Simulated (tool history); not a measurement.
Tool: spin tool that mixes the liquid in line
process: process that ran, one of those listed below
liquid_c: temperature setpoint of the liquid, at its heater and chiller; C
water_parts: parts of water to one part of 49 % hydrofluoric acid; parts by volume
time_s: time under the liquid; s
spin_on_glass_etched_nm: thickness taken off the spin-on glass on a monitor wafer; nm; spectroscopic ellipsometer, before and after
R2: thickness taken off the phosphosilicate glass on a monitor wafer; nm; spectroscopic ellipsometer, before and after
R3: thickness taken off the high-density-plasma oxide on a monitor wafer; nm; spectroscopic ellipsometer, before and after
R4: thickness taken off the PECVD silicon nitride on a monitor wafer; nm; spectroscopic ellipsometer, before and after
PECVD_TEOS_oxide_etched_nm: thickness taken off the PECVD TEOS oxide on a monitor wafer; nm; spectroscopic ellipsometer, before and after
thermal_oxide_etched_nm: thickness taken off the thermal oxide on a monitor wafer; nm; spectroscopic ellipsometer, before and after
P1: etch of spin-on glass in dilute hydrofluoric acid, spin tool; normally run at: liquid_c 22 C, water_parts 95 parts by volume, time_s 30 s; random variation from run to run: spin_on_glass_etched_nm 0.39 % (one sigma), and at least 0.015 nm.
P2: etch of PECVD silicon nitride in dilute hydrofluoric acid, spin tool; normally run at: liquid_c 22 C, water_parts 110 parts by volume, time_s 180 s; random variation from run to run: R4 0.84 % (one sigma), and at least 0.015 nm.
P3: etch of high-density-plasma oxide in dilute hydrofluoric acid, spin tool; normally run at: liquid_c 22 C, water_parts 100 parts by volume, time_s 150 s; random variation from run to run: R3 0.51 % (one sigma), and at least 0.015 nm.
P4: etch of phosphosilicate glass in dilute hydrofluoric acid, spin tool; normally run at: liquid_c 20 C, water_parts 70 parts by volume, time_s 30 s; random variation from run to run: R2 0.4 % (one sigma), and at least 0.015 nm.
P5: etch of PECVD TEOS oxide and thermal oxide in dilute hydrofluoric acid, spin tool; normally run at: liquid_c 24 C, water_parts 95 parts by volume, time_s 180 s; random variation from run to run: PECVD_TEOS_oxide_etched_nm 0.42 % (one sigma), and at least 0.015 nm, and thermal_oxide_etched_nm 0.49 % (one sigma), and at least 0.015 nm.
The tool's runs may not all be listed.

run 1 day=0.233 | process=P1 liquid_c=22 water_parts=95 time_s=30 | spin_on_glass_etched_nm=20.477
run 2 day=0.45 | process=P1 liquid_c=17 water_parts=95 time_s=30 | spin_on_glass_etched_nm=16.692
run 3 day=0.625 | process=P4 liquid_c=20 water_parts=70 time_s=55 | R2=83.57
run 4 day=0.879 | process=P1 liquid_c=22 water_parts=55 time_s=30 | spin_on_glass_etched_nm=37.299
run 5 day=1.112 | process=P3 liquid_c=17 water_parts=100 time_s=150 | R3=7.2927
run 6 day=1.329 | process=P4 liquid_c=20 water_parts=70 time_s=30 | R2=45.711
run 7 day=1.5 | process=P1 liquid_c=22 water_parts=150 time_s=30 | spin_on_glass_etched_nm=12.117
run 8 day=1.65 | process=P1 liquid_c=22 water_parts=95 time_s=30 | spin_on_glass_etched_nm=20.451
run 9 day=1.842 | process=P1 liquid_c=17 water_parts=95 time_s=50 | spin_on_glass_etched_nm=27.643
run 10 day=2.046 | process=P4 liquid_c=24.5 water_parts=70 time_s=30 | R2=54.709
run 11 day=2.329 | process=P4 liquid_c=20 water_parts=20 time_s=30 | R2=170.04
run 12 day=2.621 | process=P1 liquid_c=22 water_parts=95 time_s=30 | spin_on_glass_etched_nm=20.481
run 13 day=2.938 | process=P2 liquid_c=28 water_parts=110 time_s=180 | R4=4.6995
run 14 day=3.179 | process=P1 liquid_c=27 water_parts=95 time_s=30 | spin_on_glass_etched_nm=25.122
run 15 day=3.479 | process=P1 liquid_c=22 water_parts=95 time_s=30 | spin_on_glass_etched_nm=20.392
run 16 day=3.758 | process=P3 liquid_c=22 water_parts=100 time_s=150 | R3=8.9627
run 17 day=3.962 | process=P5 liquid_c=24 water_parts=95 time_s=355 | PECVD_TEOS_oxide_etched_nm=35.852 thermal_oxide_etched_nm=17.175
run 18 day=4.188 | process=P5 liquid_c=24 water_parts=95 time_s=180 | PECVD_TEOS_oxide_etched_nm=18.201 thermal_oxide_etched_nm=8.592
run 19 day=4.354 | process=P3 liquid_c=22 water_parts=155 time_s=150 | R3=5.4436
run 20 day=4.575 | process=P1 liquid_c=22 water_parts=95 time_s=30 | spin_on_glass_etched_nm=20.384
run 21 day=4.754 | process=P5 liquid_c=24 water_parts=160 time_s=180 | PECVD_TEOS_oxide_etched_nm=9.9334 thermal_oxide_etched_nm=4.7762
run 22 day=5.008 | process=P1 liquid_c=22 water_parts=95 time_s=30 | spin_on_glass_etched_nm=20.503
run 23 day=5.188 | process=P2 liquid_c=22 water_parts=170 time_s=180 | R4=2.0518
run 24 day=5.375 | process=P5 liquid_c=24 water_parts=95 time_s=180 | PECVD_TEOS_oxide_etched_nm=18.267 thermal_oxide_etched_nm=8.5236
run 25 day=5.575 | process=P2 liquid_c=22 water_parts=110 time_s=360 | R4=6.3373
run 26 day=5.867 | process=P1 liquid_c=22 water_parts=95 time_s=30 | spin_on_glass_etched_nm=20.453
run 27 day=6.146 | process=P1 liquid_c=22 water_parts=95 time_s=65 | spin_on_glass_etched_nm=44.25
run 28 day=6.421 | process=P1 liquid_c=22 water_parts=95 time_s=15 | spin_on_glass_etched_nm=10.204
run 29 day=6.629 | process=P5 liquid_c=18 water_parts=95 time_s=180 | PECVD_TEOS_oxide_etched_nm=14.225 thermal_oxide_etched_nm=6.7113
run 30 day=6.908 | process=P3 liquid_c=22 water_parts=100 time_s=150 | R3=8.9247
run 31 day=7.071 | process=P3 liquid_c=22 water_parts=100 time_s=275 | R3=16.405
run 32 day=7.338 | process=P2 liquid_c=22 water_parts=110 time_s=180 | R4=3.1656
run 33 day=7.646 | process=P1 liquid_c=22 water_parts=95 time_s=30 | spin_on_glass_etched_nm=20.651
run 34 day=7.808 | process=P1 liquid_c=22 water_parts=95 time_s=30 | spin_on_glass_etched_nm=21.121
run 35 day=8.046 | process=P1 liquid_c=22 water_parts=95 time_s=30 | spin_on_glass_etched_nm=21.589
run 36 day=8.279 | process=P1 liquid_c=22 water_parts=95 time_s=30 | spin_on_glass_etched_nm=21.782
run 37 day=8.579 | process=P1 liquid_c=22 water_parts=95 time_s=30 | spin_on_glass_etched_nm=22.292
run 38 day=8.896 | process=P1 liquid_c=22 water_parts=95 time_s=30 | spin_on_glass_etched_nm=22.124
run 39 day=9.083 | process=P1 liquid_c=22 water_parts=95 time_s=30 | spin_on_glass_etched_nm=21.904

What P1 gives has crept away from where it was. These 2 causes fit the log equally well, each at the size given:
A: hydrofluoric acid flow above the setpoint (%) = 7.47
B: liquid hotter than its thermometer reads (K) = 1.99
The creep began at about day 7.646.

4 check runs are offered, each on 2 wafers whose results are averaged, their results left as question marks. Which one tells the causes apart?
run check 1 day=9.271 | process=P5 liquid_c=24 water_parts=95 time_s=180 | PECVD_TEOS_oxide_etched_nm=? thermal_oxide_etched_nm=?
run check 2 day=9.271 | process=P3 liquid_c=22 water_parts=100 time_s=150 | R3=?
run check 3 day=9.271 | process=P2 liquid_c=22 water_parts=110 time_s=180 | R4=?
run check 4 day=9.271 | process=P4 liquid_c=20 water_parts=70 time_s=30 | R2=?

What each check would give under each cause:
check=check_1 result=PECVD_TEOS_oxide_etched_nm if_A=19.647 if_B=19.612
check=check_1 result=thermal_oxide_etched_nm if_A=9.3159 if_B=9.2992
check=check_2 result=R3 if_A=9.6939 if_B=9.6875
check=check_3 result=R4 if_A=3.391 if_B=3.6039
check=check_4 result=R2 if_A=49.325 if_B=49.565
How far apart the two closest causes lie, in the result that separates them most: check 1 0.18 %; check 2 0.07 %; check 3 6.09 %; check 4 0.49 %
Check 3 tells the causes apart: in the others they would give nearly the same result.

Check 3 was then run and gave: R4 3.6086 nm. Which cause is it?

It is B: liquid hotter than its thermometer reads (K).
